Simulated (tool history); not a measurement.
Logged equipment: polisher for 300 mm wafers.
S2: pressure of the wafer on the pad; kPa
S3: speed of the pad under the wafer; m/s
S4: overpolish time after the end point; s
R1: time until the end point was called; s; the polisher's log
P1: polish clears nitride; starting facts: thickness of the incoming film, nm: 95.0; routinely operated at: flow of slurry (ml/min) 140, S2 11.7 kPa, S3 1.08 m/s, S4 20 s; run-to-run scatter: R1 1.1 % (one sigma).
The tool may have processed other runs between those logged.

{"run": 1, "hour": 10.2, "flow of slurry (ml/min)": 140, "S2": 11.7, "S3": 1.08, "S4": 20, "R1": 138.47}
{"run": 2, "hour": 27.3, "flow of slurry (ml/min)": 140, "S2": 11.7, "S3": 0.48, "S4": 20, "R1": 314.84}
{"run": 3, "hour": 37.7, "flow of slurry (ml/min)": 140, "S2": 11.7, "S3": 1.08, "S4": 20, "R1": 134.99}
{"run": 4, "hour": 48.0, "flow of slurry (ml/min)": 140, "S2": 11.7, "S3": 1.08, "S4": 40, "R1": 138.51}
{"run": 5, "hour": 65.1, "flow of slurry (ml/min)": 140, "S2": 17.9, "S3": 1.08, "S4": 20, "R1": 90.961}
{"run": 6, "hour": 77.4, "flow of slurry (ml/min)": 190, "S2": 11.7, "S3": 1.08, "S4": 20, "R1": 133.43}
{"run": 7, "hour": 95.9, "flow of slurry (ml/min)": 140, "S2": 6.2, "S3": 1.08, "S4": 20, "R1": 262.05}
{"run": 8, "hour": 114.9, "flow of slurry (ml/min)": 85, "S2": 11.7, "S3": 1.08, "S4": 20, "R1": 152.08}
{"run": 9, "hour": 126.3, "flow of slurry (ml/min)": 140, "S2": 11.7, "S3": 1.08, "S4": 20, "R1": 139.64}
{"run": 10, "hour": 142.2, "flow of slurry (ml/min)": 140, "S2": 11.7, "S3": 1.66, "S4": 20, "R1": 90.745}
{"run": 11, "hour": 152.4, "flow of slurry (ml/min)": 140, "S2": 15.9, "S3": 1.08, "S4": 32, "R1": 102.29}
{"run": 12, "hour": 168.6, "flow of slurry (ml/min)": 140, "S2": 11.7, "S3": 1.08, "S4": 6, "R1": 138.11}
{"run": 13, "hour": 183.0, "flow of slurry (ml/min)": 140, "S2": 11.7, "S3": 1.08, "S4": 20, "R1": 137.98}
{"run": 14, "hour": 194.5, "flow of slurry (ml/min)": 90, "S2": 11.7, "S3": 0.76, "S4": 20, "R1": 221.21}

Estimate the outcome of run 15 from the log above:
{"run": 15, "hour": 208.5, "flow of slurry (ml/min)": 140, "S2": 11.7, "S3": 1.08, "S4": 20, "R1": "?"}

R1: 139.79 s
